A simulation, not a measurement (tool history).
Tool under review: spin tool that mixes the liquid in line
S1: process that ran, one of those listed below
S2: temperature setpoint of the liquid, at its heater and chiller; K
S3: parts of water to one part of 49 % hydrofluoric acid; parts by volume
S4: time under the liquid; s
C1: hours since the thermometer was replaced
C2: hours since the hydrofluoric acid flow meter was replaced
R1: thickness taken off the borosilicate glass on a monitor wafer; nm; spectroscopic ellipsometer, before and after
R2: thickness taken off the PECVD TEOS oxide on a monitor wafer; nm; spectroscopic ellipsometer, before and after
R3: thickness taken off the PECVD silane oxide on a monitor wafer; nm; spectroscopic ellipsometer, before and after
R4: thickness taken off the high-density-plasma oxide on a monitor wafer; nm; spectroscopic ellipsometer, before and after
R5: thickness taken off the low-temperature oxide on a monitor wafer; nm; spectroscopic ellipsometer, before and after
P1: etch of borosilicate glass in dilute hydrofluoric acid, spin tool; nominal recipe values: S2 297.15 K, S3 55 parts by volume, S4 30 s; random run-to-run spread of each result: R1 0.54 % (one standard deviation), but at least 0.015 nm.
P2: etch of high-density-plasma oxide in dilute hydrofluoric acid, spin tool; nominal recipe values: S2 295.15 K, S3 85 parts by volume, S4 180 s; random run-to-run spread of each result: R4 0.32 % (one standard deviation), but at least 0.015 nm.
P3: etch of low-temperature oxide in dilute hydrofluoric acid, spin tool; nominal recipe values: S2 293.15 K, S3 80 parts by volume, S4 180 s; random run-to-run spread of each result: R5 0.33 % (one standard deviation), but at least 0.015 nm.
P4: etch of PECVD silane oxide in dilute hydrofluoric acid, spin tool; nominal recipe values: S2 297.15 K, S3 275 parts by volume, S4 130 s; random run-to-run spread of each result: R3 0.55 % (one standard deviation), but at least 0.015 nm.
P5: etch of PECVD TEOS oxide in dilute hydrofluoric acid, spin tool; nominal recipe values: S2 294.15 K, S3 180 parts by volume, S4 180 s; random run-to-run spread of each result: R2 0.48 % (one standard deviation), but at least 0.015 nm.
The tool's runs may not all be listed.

run 1 day=0.588 | S1=P1 S2=297.15 S3=55 S4=30 | C1=311.2 C2=89.5 | R1=33.34
run 2 day=0.988 | S1=P1 S2=297.15 S3=85 S4=15 | C1=320.8 C2=99.1 | R1=10.397
run 3 day=1.383 | S1=P1 S2=297.15 S3=55 S4=30 | C1=330.3 C2=108.6 | R1=33.425
run 4 day=2.088 | S1=P1 S2=290.15 S3=55 S4=30 | C1=347.2 C2=125.5 | R1=24.756
run 5 day=2.6 | S1=P5 S2=294.15 S3=180 S4=180 | C1=359.5 C2=137.8 | R2=14.273
run 6 day=3.167 | S1=P4 S2=297.15 S3=275 S4=15 | C1=373.1 C2=151.4 | R3=1.5808
run 7 day=3.604 | S1=P2 S2=295.15 S3=85 S4=95 | C1=383.6 C2=161.9 | R4=5.9179
run 8 day=4.292 | S1=P4 S2=297.15 S3=425 S4=130 | C1=400.1 C2=178.4 | R3=7.5866
run 9 day=4.946 | S1=P4 S2=304.15 S3=275 S4=130 | C1=415.8 C2=194.1 | R3=17.221
run 10 day=5.617 | S1=P3 S2=293.15 S3=80 S4=180 | C1=431.9 C2=210.2 | R5=25.432
run 11 day=6.192 | S1=P5 S2=294.15 S3=85 S4=180 | C1=445.7 C2=224 | R2=33.58
run 12 day=6.558 | S1=P2 S2=290.15 S3=85 S4=180 | C1=454.5 C2=232.8 | R4=9.0662
run 13 day=6.979 | S1=P3 S2=293.15 S3=135 S4=180 | C1=464.6 C2=242.9 | R5=14.09
run 14 day=7.667 | S1=P1 S2=297.15 S3=55 S4=15 | C1=481.1 C2=259.4 | R1=16.664
run 15 day=8.354 | S1=P2 S2=295.15 S3=85 S4=180 | C1=497.6 C2=275.9 | R4=11.133
run 16 day=8.742 | S1=P2 S2=295.15 S3=85 S4=180 | C1=506.9 C2=285.2 | R4=11.128
run 17 day=9.196 | S1=P2 S2=295.15 S3=30 S4=180 | C1=517.8 C2=296.1 | R4=34.061
run 18 day=9.704 | S1=P1 S2=297.15 S3=20 S4=30 | C1=530 C2=308.3 | R1=96.661
run 19 day=10.121 | S1=P1 S2=297.15 S3=55 S4=30 | C1=540 C2=318.3 | R1=33.469
run 20 day=10.496 | S1=P3 S2=300.15 S3=80 S4=180 | C1=549 C2=327.3 | R5=33.575
run 21 day=11.146 | S1=P1 S2=297.15 S3=55 S4=30 | C1=564.6 C2=342.9 | R1=33.061
run 22 day=11.729 | S1=P4 S2=297.15 S3=275 S4=130 | C1=578.6 C2=356.9 | R3=13.589
run 23 day=12.496 | S1=P1 S2=297.15 S3=55 S4=30 | C1=597 C2=375.3 | R1=33.445
run 24 day=13.121 | S1=P5 S2=290.65 S3=180 S4=180 | C1=612 C2=390.3 | R2=12.525
run 25 day=13.717 | S1=P5 S2=294.15 S3=180 S4=15 | C1=626.3 C2=404.6 | R2=1.2005
run 26 day=14.246 | S1=P3 S2=293.15 S3=80 S4=265 | C1=639 C2=417.3 | R5=37.35
run 27 day=14.775 | S1=P1 S2=297.15 S3=55 S4=50 | C1=651.7 C2=430 | R1=55.838
run 28 day=15.542 | S1=P5 S2=294.15 S3=180 S4=180 | C1=670.1 C2=448.4 | R2=14.288
run 29 day=16.129 | S1=P1 S2=290.15 S3=85 S4=30 | C1=684.2 C2=462.5 | R1=15.701
run 30 day=16.746 | S1=P1 S2=301.15 S3=55 S4=30 | C1=699 C2=477.3 | R1=39.051
run 31 day=17.379 | S1=P1 S2=297.15 S3=90 S4=30 | C1=714.2 C2=492.5 | R1=19.379
run 32 day=17.95 | S1=P1 S2=297.15 S3=55 S4=30 | C1=727.9 C2=506.2 | R1=33.306
run 33 day=18.633 | S1=P1 S2=297.15 S3=55 S4=30 | C1=744.3 C2=522.6 | R1=32.037
run 34 day=19.133 | S1=P1 S2=297.15 S3=55 S4=30 | C1=756.3 C2=534.6 | R1=31.415
run 35 day=19.512 | S1=P1 S2=297.15 S3=55 S4=30 | C1=765.4 C2=543.7 | R1=31.41
run 36 day=19.888 | S1=P1 S2=297.15 S3=55 S4=30 | C1=774.4 C2=552.7 | R1=30.809
run 37 day=20.375 | S1=P1 S2=297.15 S3=55 S4=30 | C1=786.1 C2=564.4 | R1=31.071
run 38 day=20.888 | S1=P1 S2=297.15 S3=55 S4=30 | C1=798.4 C2=576.7 | R1=30.722
run 39 day=21.354 | S1=P1 S2=297.15 S3=55 S4=30 | C1=809.6 C2=587.9 | R1=30.572
run 40 day=21.892 | S1=P1 S2=297.15 S3=55 S4=30 | C1=822.5 C2=600.8 | R1=30.505
run 41 day=22.583 | S1=P1 S2=297.15 S3=55 S4=30 | C1=839.1 C2=617.4 | R1=30.748
run 42 day=23.046 | S1=P1 S2=297.15 S3=55 S4=30 | C1=850.2 C2=628.5 | R1=30.551

Compared with where it was, what P1 gives has crept away. Each cause listed below fits the log as well as the rest, at the size given for it:
A: hydrofluoric acid flow below the setpoint (%) = 7.77
B: liquid colder than its thermometer reads (K) = 2.11
Onset of the creep was near day 17.95.

4 check runs are offered, one wafer each, their results left as question marks. Which one tells the causes apart?
run check 1 day=23.508 | S1=P3 S2=297.65 S3=80 S4=180 | R5=?
run check 2 day=23.508 | S1=P5 S2=294.15 S3=130 S4=15 | R2=?
run check 3 day=23.508 | S1=P4 S2=303.15 S3=410 S4=130 | R3=?
run check 4 day=23.508 | S1=P2 S2=290.15 S3=85 S4=110 | R4=?

Expected result of each check under each candidate cause:
check=check_1 result=R5 if_A=27.922 if_B=28.04
check=check_2 result=R2 if_A=1.5834 if_B=1.5956
check=check_3 result=R3 if_A=8.6652 if_B=9.1116
check=check_4 result=R4 if_A=5.0777 if_B=5.0666
Per check, the gap between the least separated pair of causes, taken in the result that splits them most: check 1 0.42 %; check 2 0.77 %; check 3 5.02 %; check 4 0.22 %
Only check 3 tells the causes apart: in the others they would give nearly the same result.

Then check 3 was run and gave: R3 9.1416 nm. Which cause is it?

The correct cause is B, namely: liquid colder than its thermometer reads (K).

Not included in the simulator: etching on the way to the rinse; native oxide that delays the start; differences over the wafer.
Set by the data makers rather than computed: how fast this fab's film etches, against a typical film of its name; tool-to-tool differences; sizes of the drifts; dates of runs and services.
